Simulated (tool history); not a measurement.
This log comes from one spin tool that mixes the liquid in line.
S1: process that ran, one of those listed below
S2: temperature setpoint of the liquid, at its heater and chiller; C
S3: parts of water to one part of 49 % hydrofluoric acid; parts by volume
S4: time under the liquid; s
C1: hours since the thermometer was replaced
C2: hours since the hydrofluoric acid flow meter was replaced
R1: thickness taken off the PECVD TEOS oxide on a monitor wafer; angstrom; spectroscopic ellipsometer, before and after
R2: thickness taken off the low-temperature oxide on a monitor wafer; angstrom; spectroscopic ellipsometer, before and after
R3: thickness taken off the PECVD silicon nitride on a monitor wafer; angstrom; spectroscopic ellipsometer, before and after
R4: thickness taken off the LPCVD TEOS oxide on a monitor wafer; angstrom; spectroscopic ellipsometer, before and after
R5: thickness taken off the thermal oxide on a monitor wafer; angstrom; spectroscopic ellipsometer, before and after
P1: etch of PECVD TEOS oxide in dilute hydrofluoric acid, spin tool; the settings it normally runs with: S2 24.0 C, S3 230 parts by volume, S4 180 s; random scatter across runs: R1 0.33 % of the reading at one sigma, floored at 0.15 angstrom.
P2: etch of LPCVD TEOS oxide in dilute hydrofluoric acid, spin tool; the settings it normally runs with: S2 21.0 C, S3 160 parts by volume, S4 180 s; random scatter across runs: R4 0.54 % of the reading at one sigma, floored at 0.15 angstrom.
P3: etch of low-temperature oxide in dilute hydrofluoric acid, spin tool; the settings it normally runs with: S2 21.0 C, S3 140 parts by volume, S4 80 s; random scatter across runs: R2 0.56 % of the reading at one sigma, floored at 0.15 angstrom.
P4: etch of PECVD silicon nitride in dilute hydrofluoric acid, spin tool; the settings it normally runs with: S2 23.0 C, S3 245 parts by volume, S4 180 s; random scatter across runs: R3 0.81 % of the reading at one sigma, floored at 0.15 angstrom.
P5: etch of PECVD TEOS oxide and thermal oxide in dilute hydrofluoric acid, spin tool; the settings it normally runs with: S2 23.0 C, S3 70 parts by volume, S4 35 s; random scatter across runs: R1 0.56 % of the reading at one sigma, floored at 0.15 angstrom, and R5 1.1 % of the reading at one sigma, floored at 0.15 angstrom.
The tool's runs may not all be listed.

{"run": 1, "hour": 5.4, "S1": "P1", "S2": 24.0, "S3": 230, "S4": 180, "C1": 402.4, "C2": 429.8, "R1": 76.236}
{"run": 2, "hour": 9.4, "S1": "P1", "S2": 24.0, "S3": 230, "S4": 90, "C1": 406.4, "C2": 433.8, "R1": 38.124}
{"run": 3, "hour": 13.6, "S1": "P1", "S2": 18.5, "S3": 230, "S4": 180, "C1": 410.6, "C2": 438.0, "R1": 62.22}
{"run": 4, "hour": 16.9, "S1": "P1", "S2": 24.0, "S3": 350, "S4": 180, "C1": 413.9, "C2": 441.3, "R1": 44.365}
{"run": 5, "hour": 20.3, "S1": "P1", "S2": 29.5, "S3": 230, "S4": 180, "C1": 417.3, "C2": 444.7, "R1": 92.987}
{"run": 6, "hour": 25.0, "S1": "P3", "S2": 21.0, "S3": 140, "S4": 80, "C1": 422.0, "C2": 449.4, "R2": 86.087}
{"run": 7, "hour": 31.5, "S1": "P3", "S2": 17.0, "S3": 140, "S4": 80, "C1": 428.5, "C2": 455.9, "R2": 73.369}
{"run": 8, "hour": 36.2, "S1": "P1", "S2": 30.0, "S3": 230, "S4": 105, "C1": 433.2, "C2": 460.6, "R1": 54.751}
{"run": 9, "hour": 42.8, "S1": "P4", "S2": 23.0, "S3": 245, "S4": 180, "C1": 439.8, "C2": 467.2, "R3": 28.507}
{"run": 10, "hour": 48.4, "S1": "P2", "S2": 21.0, "S3": 275, "S4": 180, "C1": 445.4, "C2": 472.8, "R4": 126.56}
{"run": 11, "hour": 53.0, "S1": "P1", "S2": 24.0, "S3": 230, "S4": 300, "C1": 450.0, "C2": 477.4, "R1": 127.61}
{"run": 12, "hour": 57.0, "S1": "P2", "S2": 17.0, "S3": 160, "S4": 180, "C1": 454.0, "C2": 481.4, "R4": 207.92}
{"run": 13, "hour": 63.6, "S1": "P1", "S2": 24.0, "S3": 230, "S4": 180, "C1": 460.6, "C2": 488.0, "R1": 76.323}
{"run": 14, "hour": 70.8, "S1": "P2", "S2": 21.0, "S3": 160, "S4": 40, "C1": 467.8, "C2": 495.2, "R4": 54.13}
{"run": 15, "hour": 77.2, "S1": "P1", "S2": 24.0, "S3": 230, "S4": 180, "C1": 474.2, "C2": 501.6, "R1": 76.472}
{"run": 16, "hour": 81.0, "S1": "P3", "S2": 21.0, "S3": 140, "S4": 80, "C1": 478.0, "C2": 505.4, "R2": 87.017}
{"run": 17, "hour": 85.5, "S1": "P3", "S2": 21.0, "S3": 140, "S4": 15, "C1": 482.5, "C2": 509.9, "R2": 16.316}
{"run": 18, "hour": 91.4, "S1": "P3", "S2": 21.0, "S3": 205, "S4": 80, "C1": 488.4, "C2": 515.8, "R2": 55.0}
{"run": 19, "hour": 97.9, "S1": "P1", "S2": 24.0, "S3": 230, "S4": 180, "C1": 494.9, "C2": 522.3, "R1": 76.697}
{"run": 20, "hour": 104.0, "S1": "P2", "S2": 21.0, "S3": 160, "S4": 180, "C1": 501.0, "C2": 528.4, "R4": 244.2}
{"run": 21, "hour": 107.5, "S1": "P5", "S2": 23.0, "S3": 110, "S4": 35, "C1": 504.5, "C2": 531.9, "R1": 43.785, "R5": 13.968}
{"run": 22, "hour": 114.4, "S1": "P5", "S2": 23.0, "S3": 70, "S4": 35, "C1": 511.4, "C2": 538.8, "R1": 72.678, "R5": 22.768}
{"run": 23, "hour": 121.3, "S1": "P1", "S2": 24.0, "S3": 230, "S4": 180, "C1": 518.3, "C2": 545.7, "R1": 76.664}
{"run": 24, "hour": 125.9, "S1": "P1", "S2": 24.0, "S3": 230, "S4": 180, "C1": 522.9, "C2": 550.3, "R1": 76.33}
{"run": 25, "hour": 129.1, "S1": "P4", "S2": 23.0, "S3": 245, "S4": 95, "C1": 526.1, "C2": 553.5, "R3": 14.833}
{"run": 26, "hour": 136.1, "S1": "P4", "S2": 18.0, "S3": 245, "S4": 180, "C1": 533.1, "C2": 560.5, "R3": 20.695}
{"run": 27, "hour": 139.7, "S1": "P1", "S2": 17.0, "S3": 230, "S4": 40, "C1": 536.7, "C2": 564.1, "R1": 12.853}
{"run": 28, "hour": 144.0, "S1": "P1", "S2": 24.0, "S3": 75, "S4": 180, "C1": 541.0, "C2": 568.4, "R1": 281.14}
{"run": 29, "hour": 150.9, "S1": "P5", "S2": 23.0, "S3": 70, "S4": 15, "C1": 547.9, "C2": 575.3, "R1": 31.275, "R5": 10.173}
{"run": 30, "hour": 155.9, "S1": "P5", "S2": 19.5, "S3": 70, "S4": 35, "C1": 552.9, "C2": 580.3, "R1": 63.321, "R5": 20.372}
{"run": 31, "hour": 159.7, "S1": "P4", "S2": 23.0, "S3": 155, "S4": 180, "C1": 556.7, "C2": 584.1, "R3": 45.218}
{"run": 32, "hour": 163.5, "S1": "P1", "S2": 24.0, "S3": 230, "S4": 180, "C1": 560.5, "C2": 587.9, "R1": 75.91}
{"run": 33, "hour": 168.9, "S1": "P1", "S2": 24.0, "S3": 230, "S4": 180, "C1": 565.9, "C2": 593.3, "R1": 76.364}
{"run": 34, "hour": 173.4, "S1": "P1", "S2": 24.0, "S3": 230, "S4": 180, "C1": 570.4, "C2": 597.8, "R1": 73.664}
{"run": 35, "hour": 178.3, "S1": "P1", "S2": 24.0, "S3": 230, "S4": 180, "C1": 575.3, "C2": 602.7, "R1": 72.154}
{"run": 36, "hour": 184.0, "S1": "P1", "S2": 24.0, "S3": 230, "S4": 180, "C1": 581.0, "C2": 608.4, "R1": 71.56}
{"run": 37, "hour": 189.3, "S1": "P1", "S2": 24.0, "S3": 230, "S4": 180, "C1": 586.3, "C2": 613.7, "R1": 71.628}
{"run": 38, "hour": 195.9, "S1": "P1", "S2": 24.0, "S3": 230, "S4": 180, "C1": 592.9, "C2": 620.3, "R1": 71.186}
{"run": 39, "hour": 199.5, "S1": "P1", "S2": 24.0, "S3": 230, "S4": 180, "C1": 596.5, "C2": 623.9, "R1": 71.023}

Compared with where it was, what P1 gives has crept away. Each cause listed below fits the log as well as the rest, at the size given for it:
A: liquid colder than its thermometer reads (K) = 2.06
B: hydrofluoric acid flow below the setpoint (%) = 5.87
The gradual shift began around hour 168.9.

You are offered 4 check runs, listed below with question marks in place of their results; each one averages 2 wafers. Which run separates the listed causes by giving clearly different results for each?
{"run": "check 1", "hour": 203.1, "S1": "P2", "S2": 21.0, "S3": 210, "S4": 180, "R4": "?"}
{"run": "check 2", "hour": 203.1, "S1": "P3", "S2": 17.0, "S3": 140, "S4": 15, "R2": "?"}
{"run": "check 3", "hour": 203.1, "S1": "P5", "S2": 23.0, "S3": 95, "S4": 15, "R1": "?", "R5": "?"}
{"run": "check 4", "hour": 203.1, "S1": "P4", "S2": 18.5, "S3": 245, "S4": 180, "R3": "?"}

Predicted outcomes, by check and by cause:
check=check_1 result=R4 if_A=163.50 if_B=164.43
check=check_2 result=R2 if_A=12.679 if_B=12.893
check=check_3 result=R1 if_A=20.591 if_B=20.920
check=check_3 result=R5 if_A=6.5437 if_B=6.6482
check=check_4 result=R3 if_A=18.780 if_B=20.309
Gap, in per cent, between the two causes that each check separates least, read from the result that separates them most: check 1 0.57 %; check 2 1.68 %; check 3 1.58 %; check 4 7.83 %
The other checks would show nearly matching results whichever cause is true, so check 4 is the only one that separates the causes.

Check 4 has now been run. It gave: R3 18.833 angstrom. Which of the candidate causes is it?

It is A: liquid colder than its thermometer reads (K).
